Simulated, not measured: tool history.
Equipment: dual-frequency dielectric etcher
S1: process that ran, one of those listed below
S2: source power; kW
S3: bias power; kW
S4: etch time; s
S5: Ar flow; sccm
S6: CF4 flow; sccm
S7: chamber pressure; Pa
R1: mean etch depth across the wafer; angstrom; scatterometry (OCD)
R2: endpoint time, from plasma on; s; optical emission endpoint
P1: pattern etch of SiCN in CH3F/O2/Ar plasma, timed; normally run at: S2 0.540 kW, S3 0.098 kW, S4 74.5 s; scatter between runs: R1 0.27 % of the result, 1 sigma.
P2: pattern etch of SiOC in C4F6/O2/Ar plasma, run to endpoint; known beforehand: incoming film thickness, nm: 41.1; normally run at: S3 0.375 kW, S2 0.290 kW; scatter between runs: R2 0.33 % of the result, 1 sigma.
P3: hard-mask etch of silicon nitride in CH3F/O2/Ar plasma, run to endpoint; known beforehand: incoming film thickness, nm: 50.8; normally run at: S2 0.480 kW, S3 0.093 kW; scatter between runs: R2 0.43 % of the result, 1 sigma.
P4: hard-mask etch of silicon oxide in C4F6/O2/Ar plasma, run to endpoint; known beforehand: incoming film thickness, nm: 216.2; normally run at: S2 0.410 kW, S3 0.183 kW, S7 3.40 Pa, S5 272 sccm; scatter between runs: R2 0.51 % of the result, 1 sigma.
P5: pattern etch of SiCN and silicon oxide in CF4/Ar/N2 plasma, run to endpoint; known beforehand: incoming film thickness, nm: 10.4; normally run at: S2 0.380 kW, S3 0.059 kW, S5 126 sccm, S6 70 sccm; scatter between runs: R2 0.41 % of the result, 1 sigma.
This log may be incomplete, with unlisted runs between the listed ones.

Run 1, hour 7.7: S1 P1, S2 0.540 kW, S3 0.098 kW, S4 74.5 s. Result: R1 346.20 angstrom.
Run 2, hour 14.1: S1 P1, S2 0.540 kW, S3 0.098 kW, S4 74.5 s. Result: R1 347.46 angstrom.
Run 3, hour 19.2: S1 P5, S2 0.380 kW, S3 0.059 kW, S5 162 sccm, S6 70 sccm. Result: R2 16.009 s.
Run 4, hour 25.6: S1 P4, S2 0.410 kW, S3 0.183 kW, S5 165 sccm, S7 3.40 Pa. Result: R2 62.342 s.
Run 5, hour 32.1: S1 P1, S2 0.540 kW, S3 0.098 kW, S4 74.5 s. Result: R1 346.78 angstrom.
Run 6, hour 39.1: S1 P4, S2 0.550 kW, S3 0.183 kW, S5 272 sccm, S7 3.40 Pa. Result: R2 58.744 s.
Run 7, hour 43.0: S1 P1, S2 0.540 kW, S3 0.098 kW, S4 74.5 s. Result: R1 346.83 angstrom.
Run 8, hour 48.7: S1 P5, S2 0.380 kW, S3 0.059 kW, S5 126 sccm, S6 70 sccm. Result: R2 15.346 s.
Run 9, hour 54.1: S1 P1, S2 0.540 kW, S3 0.098 kW, S4 74.5 s. Result: R1 346.30 angstrom.
Run 10, hour 59.0: S1 P2, S2 0.290 kW, S3 0.517 kW. Result: R2 15.063 s.
Run 11, hour 65.1: S1 P5, S2 0.380 kW, S3 0.080 kW, S5 126 sccm, S6 70 sccm. Result: R2 13.879 s.
Run 12, hour 72.8: S1 P1, S2 0.540 kW, S3 0.098 kW, S4 74.5 s. Result: R1 347.63 angstrom.
Run 13, hour 80.3: S1 P2, S2 0.390 kW, S3 0.375 kW. Result: R2 15.180 s.
Run 14, hour 87.8: S1 P5, S2 0.380 kW, S3 0.059 kW, S5 126 sccm, S6 70 sccm. Result: R2 15.393 s.
Run 15, hour 95.5: S1 P1, S2 0.540 kW, S3 0.061 kW, S4 74.5 s. Result: R1 292.63 angstrom.
Run 16, hour 102.0: S1 P5, S2 0.380 kW, S3 0.059 kW, S5 126 sccm, S6 44 sccm. Result: R2 16.653 s.
Run 17, hour 106.0: S1 P3, S2 0.660 kW, S3 0.093 kW. Result: R2 53.763 s.
Run 18, hour 111.7: S1 P4, S2 0.410 kW, S3 0.183 kW, S5 272 sccm, S7 4.80 Pa. Result: R2 67.650 s.
Run 19, hour 117.2: S1 P3, S2 0.480 kW, S3 0.063 kW. Result: R2 69.688 s.
Run 20, hour 122.4: S1 P3, S2 0.480 kW, S3 0.093 kW. Result: R2 60.808 s.
Run 21, hour 127.9: S1 P1, S2 0.740 kW, S3 0.098 kW, S4 74.5 s. Result: R1 390.65 angstrom.
Run 22, hour 135.6: S1 P2, S2 0.290 kW, S3 0.375 kW. Result: R2 17.032 s.
At hour 137.6: bias power generator calibrated.
Run 23, hour 141.8: S1 P4, S2 0.410 kW, S3 0.183 kW, S5 272 sccm, S7 3.40 Pa. Result: R2 65.981 s.
Run 24, hour 146.9: S1 P1, S2 0.540 kW, S3 0.098 kW, S4 102.5 s. Result: R1 477.27 angstrom.
Run 25, hour 151.7: S1 P1, S2 0.700 kW, S3 0.098 kW, S4 103.5 s. Result: R1 529.70 angstrom.
Run 26, hour 156.9: S1 P3, S2 0.480 kW, S3 0.093 kW. Result: R2 60.814 s.
Run 27, hour 160.9: S1 P1, S2 0.540 kW, S3 0.098 kW, S4 43.5 s. Result: R1 202.60 angstrom.
Run 28, hour 164.8: S1 P5, S2 0.480 kW, S3 0.059 kW, S5 126 sccm, S6 70 sccm. Result: R2 12.566 s.

Run 29 is up next; what results do you expect?
Run 29, hour 171.8: S1 P1, S2 0.540 kW, S3 0.131 kW, S4 74.5 s. Result: R1 ?.

Run 29 measured R1 387.35 angstrom.
